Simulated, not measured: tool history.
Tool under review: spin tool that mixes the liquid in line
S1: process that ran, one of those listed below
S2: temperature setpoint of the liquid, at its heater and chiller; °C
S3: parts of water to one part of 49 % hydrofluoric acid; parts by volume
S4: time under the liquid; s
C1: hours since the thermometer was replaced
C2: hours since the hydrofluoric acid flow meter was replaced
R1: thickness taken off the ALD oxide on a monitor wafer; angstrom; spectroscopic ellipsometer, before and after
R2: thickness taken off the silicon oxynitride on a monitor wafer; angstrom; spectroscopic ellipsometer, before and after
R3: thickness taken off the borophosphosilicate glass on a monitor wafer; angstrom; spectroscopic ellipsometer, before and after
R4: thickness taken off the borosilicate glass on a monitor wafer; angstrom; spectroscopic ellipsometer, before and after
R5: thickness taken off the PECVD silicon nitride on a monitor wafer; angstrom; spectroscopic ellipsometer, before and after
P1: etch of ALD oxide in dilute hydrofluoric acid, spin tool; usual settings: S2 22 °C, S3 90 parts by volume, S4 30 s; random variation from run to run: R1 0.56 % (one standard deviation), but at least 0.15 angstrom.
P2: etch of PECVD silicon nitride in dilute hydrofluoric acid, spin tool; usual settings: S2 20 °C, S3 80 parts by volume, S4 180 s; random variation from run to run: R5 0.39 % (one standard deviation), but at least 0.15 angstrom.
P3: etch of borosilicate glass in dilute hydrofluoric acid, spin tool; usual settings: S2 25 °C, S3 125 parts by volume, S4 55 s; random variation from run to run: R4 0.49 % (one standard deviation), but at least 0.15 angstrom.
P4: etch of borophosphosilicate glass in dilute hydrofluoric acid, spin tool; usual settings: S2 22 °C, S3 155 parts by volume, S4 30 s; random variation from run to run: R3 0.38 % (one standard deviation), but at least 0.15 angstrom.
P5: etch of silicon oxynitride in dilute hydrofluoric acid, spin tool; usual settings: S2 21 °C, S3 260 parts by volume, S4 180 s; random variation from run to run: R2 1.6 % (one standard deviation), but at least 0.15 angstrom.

run,hour,S1,S2,S3,S4,C1,C2,R1,R2,R3,R4,R5
1,9.6,P1,22,90,30,296.9,478.8,46.957,,,,
2,18.1,P5,27.5,260,180,305.4,487.3,,17.871,,,
3,31.4,P4,22,155,30,318.7,500.6,,,78.407,,
4,45.2,P5,21,260,180,332.5,514.4,,13.355,,,
5,58.2,P4,30,155,30,345.5,527.4,,,106.32,,
6,67.9,P3,25,125,55,355.2,537.1,,,,115.17,
7,79.1,P2,20,140,180,366.4,548.3,,,,,52.842
8,87.3,P4,22,155,65,374.6,556.5,,,169.94,,
9,95.6,P5,21,260,50,382.9,564.8,,3.6373,,,
10,109,P1,22,90,30,396.3,578.2,46.857,,,,
11,123.7,P4,22,155,30,411,592.9,,,78.884,,
12,133.4,P1,22,90,30,420.7,602.6,46.582,,,,
13,146,P2,20,80,85,433.3,615.2,,,,,43.93
14,153.5,P1,22,90,30,440.8,622.7,47.119,,,,
15,162.6,P1,22,20,30,449.9,631.8,230.59,,,,
16,170.3,P3,31.5,125,55,457.6,639.5,,,,145.01,
# hour 177: hydrofluoric acid flow meter replaced
17,181.9,P1,22,90,30,469.2,5,46.826,,,,
18,196.4,P2,17,80,180,483.7,19.5,,,,,74.608
19,205.1,P1,17,90,30,492.4,28.2,38.296,,,,
20,213.3,P4,22,220,30,500.6,36.4,,,51.617,,
21,227.9,P1,17.5,90,15,515.2,51,19.464,,,,
22,237.1,P3,25,125,90,524.4,60.2,,,,187.91,
23,245.6,P1,22,90,60,532.9,68.7,95.076,,,,
# hour 252.1: thermometer replaced
24,258.7,P1,22,90,30,6.7,81.8,46.264,,,,
25,269.1,P5,21,260,180,17.1,92.2,,13.46,,,
26,277,P1,22,90,15,25,100.1,23.357,,,,
27,291,P1,22,90,30,39,114.1,47.127,,,,
28,299.9,P2,20,80,180,47.9,123,,,,,93.072
29,308.2,P3,25,55,55,56.2,131.3,,,,285.08,
30,320,P1,22,130,30,68,143.1,30.964,,,,
31,327,P1,29,90,30,75,150.1,62.032,,,,
32,333.8,P5,21,440,180,81.8,156.9,,6.974,,,
33,345,P3,25,125,55,93,168.1,,,,114.14,
34,356.3,P1,22,90,30,104.3,179.4,47.301,,,,
35,365.3,P1,22,90,30,113.3,188.4,46.198,,,,
36,374.7,P1,22,90,30,122.7,197.8,44.615,,,,
37,387.4,P1,22,90,30,135.4,210.5,44.05,,,,
38,399,P1,22,90,30,147,222.1,43.227,,,,
39,409.7,P1,22,90,30,157.7,232.8,43.709,,,,
40,417.6,P1,22,90,30,165.6,240.7,43.601,,,,
41,429.5,P1,22,90,30,177.5,252.6,43.334,,,,
42,442.5,P1,22,90,30,190.5,265.6,42.618,,,,

P1 has crept away from where it was. The log is fitted equally well by each of these 2 causes, at the sizes shown:
A: liquid colder than its thermometer reads (K) = 2.06
B: hydrofluoric acid flow below the setpoint (%) = 7.32
The drift started at roughly hour 356.3.

The check runs listed below each take one wafer, and their results are still question marks. Under which run would the listed causes lead to clearly different results?
check 1,455.5,P4,22,155,30,,,,,?,,
check 2,455.5,P2,20,80,180,,,,,,,?
check 3,455.5,P5,21,260,180,,,,?,,,
check 4,455.5,P3,25,125,55,,,,,,?,

What each check would give under each cause:
check,result,if A,if B
check 1,R3,72.627,72.031
check 2,R5,80.004,85.659
check 3,R2,12.199,12.248
check 4,R4,105.63,104.82
Per check, the gap between the least separated pair of causes, taken in the result that splits them most: check 1 0.82 %; check 2 6.83 %; check 3 0.4 %; check 4 0.77 %
Check 2 is the one run that separates the causes; every other check would come out nearly the same whichever cause is at work.

Check 2 was then run and gave: R5 79.657 angstrom. Which cause is it?

The cause is A: liquid colder than its thermometer reads (K).
